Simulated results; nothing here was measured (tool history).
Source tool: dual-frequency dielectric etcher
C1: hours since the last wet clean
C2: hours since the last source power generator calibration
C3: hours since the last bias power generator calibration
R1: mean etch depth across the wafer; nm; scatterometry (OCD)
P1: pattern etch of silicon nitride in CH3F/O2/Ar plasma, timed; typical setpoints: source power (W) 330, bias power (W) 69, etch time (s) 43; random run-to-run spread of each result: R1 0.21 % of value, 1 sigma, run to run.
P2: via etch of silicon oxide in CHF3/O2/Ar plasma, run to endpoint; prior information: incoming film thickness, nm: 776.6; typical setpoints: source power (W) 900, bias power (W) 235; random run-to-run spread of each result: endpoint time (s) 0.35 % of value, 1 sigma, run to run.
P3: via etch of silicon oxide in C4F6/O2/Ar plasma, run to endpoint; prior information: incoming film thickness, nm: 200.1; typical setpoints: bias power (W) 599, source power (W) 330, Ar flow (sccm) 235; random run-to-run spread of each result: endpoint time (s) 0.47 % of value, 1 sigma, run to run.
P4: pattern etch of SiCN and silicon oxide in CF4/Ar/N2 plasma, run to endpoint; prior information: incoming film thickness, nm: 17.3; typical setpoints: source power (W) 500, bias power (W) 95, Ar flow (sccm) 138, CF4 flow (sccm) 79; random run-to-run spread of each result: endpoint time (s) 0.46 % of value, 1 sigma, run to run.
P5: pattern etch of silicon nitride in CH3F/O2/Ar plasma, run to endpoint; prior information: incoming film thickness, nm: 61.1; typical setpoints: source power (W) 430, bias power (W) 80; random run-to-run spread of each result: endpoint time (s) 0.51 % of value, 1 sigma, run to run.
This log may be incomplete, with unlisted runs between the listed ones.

Run 1, hour 5.4: process that ran P1, source power (W) 330, bias power (W) 69, etch time (s) 43; C1 178.6; C2 844.5; C3 869.7. Result: R1 27.785 nm.
Run 2, hour 16.3: process that ran P1, source power (W) 220, bias power (W) 91, etch time (s) 43; C1 189.5; C2 855.4; C3 880.6. Result: R1 26.474 nm.
Run 3, hour 24.6: process that ran P4, source power (W) 500, bias power (W) 95, Ar flow (sccm) 138, CF4 flow (sccm) 107; C1 197.8; C2 863.7; C3 888.9. Result: endpoint time (s) 16.583.
Run 4, hour 34.9: process that ran P3, source power (W) 330, bias power (W) 475, Ar flow (sccm) 235; C1 208.1; C2 874; C3 899.2. Result: endpoint time (s) 47.454.
Run 5, hour 41.5: process that ran P1, source power (W) 330, bias power (W) 69, etch time (s) 43; C1 214.7; C2 880.6; C3 905.8. Result: R1 27.956 nm.
Run 6, hour 51.2: process that ran P5, source power (W) 430, bias power (W) 80; C1 224.4; C2 890.3; C3 915.5. Result: endpoint time (s) 84.462.
Run 7, hour 61.7: process that ran P1, source power (W) 330, bias power (W) 69, etch time (s) 29.5; C1 234.9; C2 900.8; C3 926. Result: R1 19.08 nm.
Run 8, hour 67.2: process that ran P1, source power (W) 240, bias power (W) 69, etch time (s) 43; C1 240.4; C2 906.3; C3 931.5. Result: R1 24.621 nm.
Run 9, hour 73.6: process that ran P4, source power (W) 500, bias power (W) 95, Ar flow (sccm) 138, CF4 flow (sccm) 79; C1 246.8; C2 912.7; C3 937.9. Result: endpoint time (s) 17.172.
Run 10, hour 83.9: process that ran P5, source power (W) 430, bias power (W) 113; C1 257.1; C2 923; C3 948.2. Result: endpoint time (s) 73.915.
Run 11, hour 88.6: process that ran P4, source power (W) 640, bias power (W) 95, Ar flow (sccm) 138, CF4 flow (sccm) 79; C1 261.8; C2 927.7; C3 952.9. Result: endpoint time (s) 13.83.
Run 12, hour 94.3: process that ran P1, source power (W) 330, bias power (W) 69, etch time (s) 43; C1 267.5; C2 933.4; C3 958.6. Result: R1 27.927 nm.
Run 13, hour 101.6: process that ran P1, source power (W) 330, bias power (W) 49, etch time (s) 43; C1 274.8; C2 940.7; C3 965.9. Result: R1 24.769 nm.
Run 14, hour 107: process that ran P1, source power (W) 330, bias power (W) 69, etch time (s) 43; C1 280.2; C2 946.1; C3 971.3. Result: R1 27.8 nm.
Run 15, hour 116.4: process that ran P1, source power (W) 330, bias power (W) 88, etch time (s) 43; C1 289.6; C2 955.5; C3 980.7. Result: R1 30.291 nm.
Run 16, hour 122.8: process that ran P4, source power (W) 500, bias power (W) 119, Ar flow (sccm) 138, CF4 flow (sccm) 79; C1 296; C2 961.9; C3 987.1. Result: endpoint time (s) 15.83.
Run 17, hour 129.4: process that ran P2, source power (W) 900, bias power (W) 149; C1 302.6; C2 968.5; C3 993.7. Result: endpoint time (s) 362.07.
At hour 131.7: wet clean of the chamber.
Run 18, hour 139.6: process that ran P1, source power (W) 330, bias power (W) 69, etch time (s) 43; C1 8; C2 978.7; C3 1003.9. Result: R1 27.848 nm.
Run 19, hour 146.2: process that ran P1, source power (W) 330, bias power (W) 69, etch time (s) 43; C1 14.6; C2 985.3; C3 1010.5. Result: R1 27.843 nm.
Run 20, hour 152.7: process that ran P1, source power (W) 440, bias power (W) 69, etch time (s) 43; C1 21.1; C2 991.8; C3 1017. Result: R1 31.118 nm.
Run 21, hour 158: process that ran P1, source power (W) 410, bias power (W) 53, etch time (s) 43; C1 26.4; C2 997.1; C3 1022.3. Result: R1 27.732 nm.
Run 22, hour 168.8: process that ran P5, source power (W) 520, bias power (W) 80; C1 37.2; C2 1007.9; C3 1033.1. Result: endpoint time (s) 78.34.
Run 23, hour 174.7: process that ran P3, source power (W) 400, bias power (W) 599, Ar flow (sccm) 235; C1 43.1; C2 1013.8; C3 1039. Result: endpoint time (s) 40.69.
Run 24, hour 180.3: process that ran P1, source power (W) 330, bias power (W) 69, etch time (s) 53; C1 48.7; C2 1019.4; C3 1044.6. Result: R1 34.328 nm.
Run 25, hour 186.1: process that ran P3, source power (W) 330, bias power (W) 599, Ar flow (sccm) 235; C1 54.5; C2 1025.2; C3 1050.4. Result: endpoint time (s) 43.9.
Run 26, hour 192.3: process that ran P3, source power (W) 330, bias power (W) 599, Ar flow (sccm) 148; C1 60.7; C2 1031.4; C3 1056.6. Result: endpoint time (s) 41.574.
Run 27, hour 201: process that ran P2, source power (W) 900, bias power (W) 235; C1 69.4; C2 1040.1; C3 1065.3. Result: endpoint time (s) 311.87.
Run 28, hour 210.3: process that ran P3, source power (W) 330, bias power (W) 599, Ar flow (sccm) 235; C1 78.7; C2 1049.4; C3 1074.6. Result: endpoint time (s) 43.772.
Run 29, hour 217.2: process that ran P2, source power (W) 1250, bias power (W) 235; C1 85.6; C2 1056.3; C3 1081.5. Result: endpoint time (s) 276.35.
Run 30, hour 224.1: process that ran P4, source power (W) 500, bias power (W) 95, Ar flow (sccm) 82, CF4 flow (sccm) 79; C1 92.5; C2 1063.2; C3 1088.4. Result: endpoint time (s) 16.029.
Run 31, hour 234.8: process that ran P1, source power (W) 330, bias power (W) 69, etch time (s) 43; C1 103.2; C2 1073.9; C3 1099.1. Result: R1 27.902 nm.
Run 32, hour 243.6: process that ran P4, source power (W) 500, bias power (W) 95, Ar flow (sccm) 138, CF4 flow (sccm) 79; C1 112; C2 1082.7; C3 1107.9. Result: endpoint time (s) 17.043.
Run 33, hour 250.6: process that ran P1, source power (W) 330, bias power (W) 69, etch time (s) 43; C1 119; C2 1089.7; C3 1114.9. Result: R1 27.894 nm.
Run 34, hour 259.2: process that ran P1, source power (W) 330, bias power (W) 69, etch time (s) 43; C1 127.6; C2 1098.3; C3 1123.5. Result: R1 27.642 nm.
Run 35, hour 267: process that ran P1, source power (W) 330, bias power (W) 69, etch time (s) 43; C1 135.4; C2 1106.1; C3 1131.3. Result: R1 27.582 nm.
Run 36, hour 276.7: process that ran P1, source power (W) 330, bias power (W) 69, etch time (s) 43; C1 145.1; C2 1115.8; C3 1141. Result: R1 27.384 nm.
Run 37, hour 287: process that ran P1, source power (W) 330, bias power (W) 69, etch time (s) 43; C1 155.4; C2 1126.1; C3 1151.3. Result: R1 27.471 nm.
Run 38, hour 292.8: process that ran P1, source power (W) 330, bias power (W) 69, etch time (s) 43; C1 161.2; C2 1131.9; C3 1157.1. Result: R1 27.371 nm.
At hour 301.7: wet clean of the chamber.
Run 39, hour 301.9: process that ran P1, source power (W) 330, bias power (W) 69, etch time (s) 43; C1 0.3; C2 1141; C3 1166.2. Result: R1 27.487 nm.
Run 40, hour 309.1: process that ran P1, source power (W) 330, bias power (W) 69, etch time (s) 43; C1 7.5; C2 1148.2; C3 1173.4. Result: R1 27.414 nm.
Run 41, hour 316: process that ran P1, source power (W) 330, bias power (W) 69, etch time (s) 43; C1 14.4; C2 1155.1; C3 1180.3. Result: R1 27.408 nm.
Run 42, hour 323.4: process that ran P1, source power (W) 330, bias power (W) 69, etch time (s) 43; C1 21.8; C2 1162.5; C3 1187.7. Result: R1 27.353 nm.

Compared with where it was, what P1 gives has crept away. Each cause listed below fits the log as well as the rest, at the size given for it:
A: source power that arrives under what is set, % = 4.35
B: bias power that arrives under what is set, % = 4.79
The gradual shift began around hour 250.6.
Other possible causes, and why each is ruled out:
chamber walls in a state that lowers the etch rate, %: serviced at hour 301.7, which brought nothing back

Below are 4 check runs, each averaged over 3 wafers, with their results shown as question marks. Which of them would give clearly different results depending on which cause is behind the drift?
Run check 1, hour 330.8: process that ran P5, source power (W) 430, bias power (W) 105. Result: endpoint time (s) ?.
Run check 2, hour 330.8: process that ran P2, source power (W) 900, bias power (W) 158. Result: endpoint time (s) ?.
Run check 3, hour 330.8: process that ran P4, source power (W) 500, bias power (W) 115, Ar flow (sccm) 84, CF4 flow (sccm) 79. Result: endpoint time (s) ?.
Run check 4, hour 330.8: process that ran P3, source power (W) 330, bias power (W) 599, Ar flow (sccm) 169. Result: endpoint time (s) ?.

What every check run would give for each of its results, assuming each possible cause in turn:
  check             result    if A    if B
check 1  endpoint time (s)   77.13  77.245
check 2  endpoint time (s)  363.49  362.84
check 3  endpoint time (s)  15.625  15.289
check 4  endpoint time (s)  42.767  42.882
Per-check spread between the two closest causes, in the result where they differ most: check 1 0.15 %; check 2 0.18 %; check 3 2.17 %; check 4 0.27 %
Check 3 distinguishes between the causes, while the remaining checks would return nearly the same result for all of them.

Check 3 has now been run. It gave: endpoint time (s) 15.314. Which of the candidate causes is it?

The correct cause is B, namely: bias power that arrives under what is set, %.
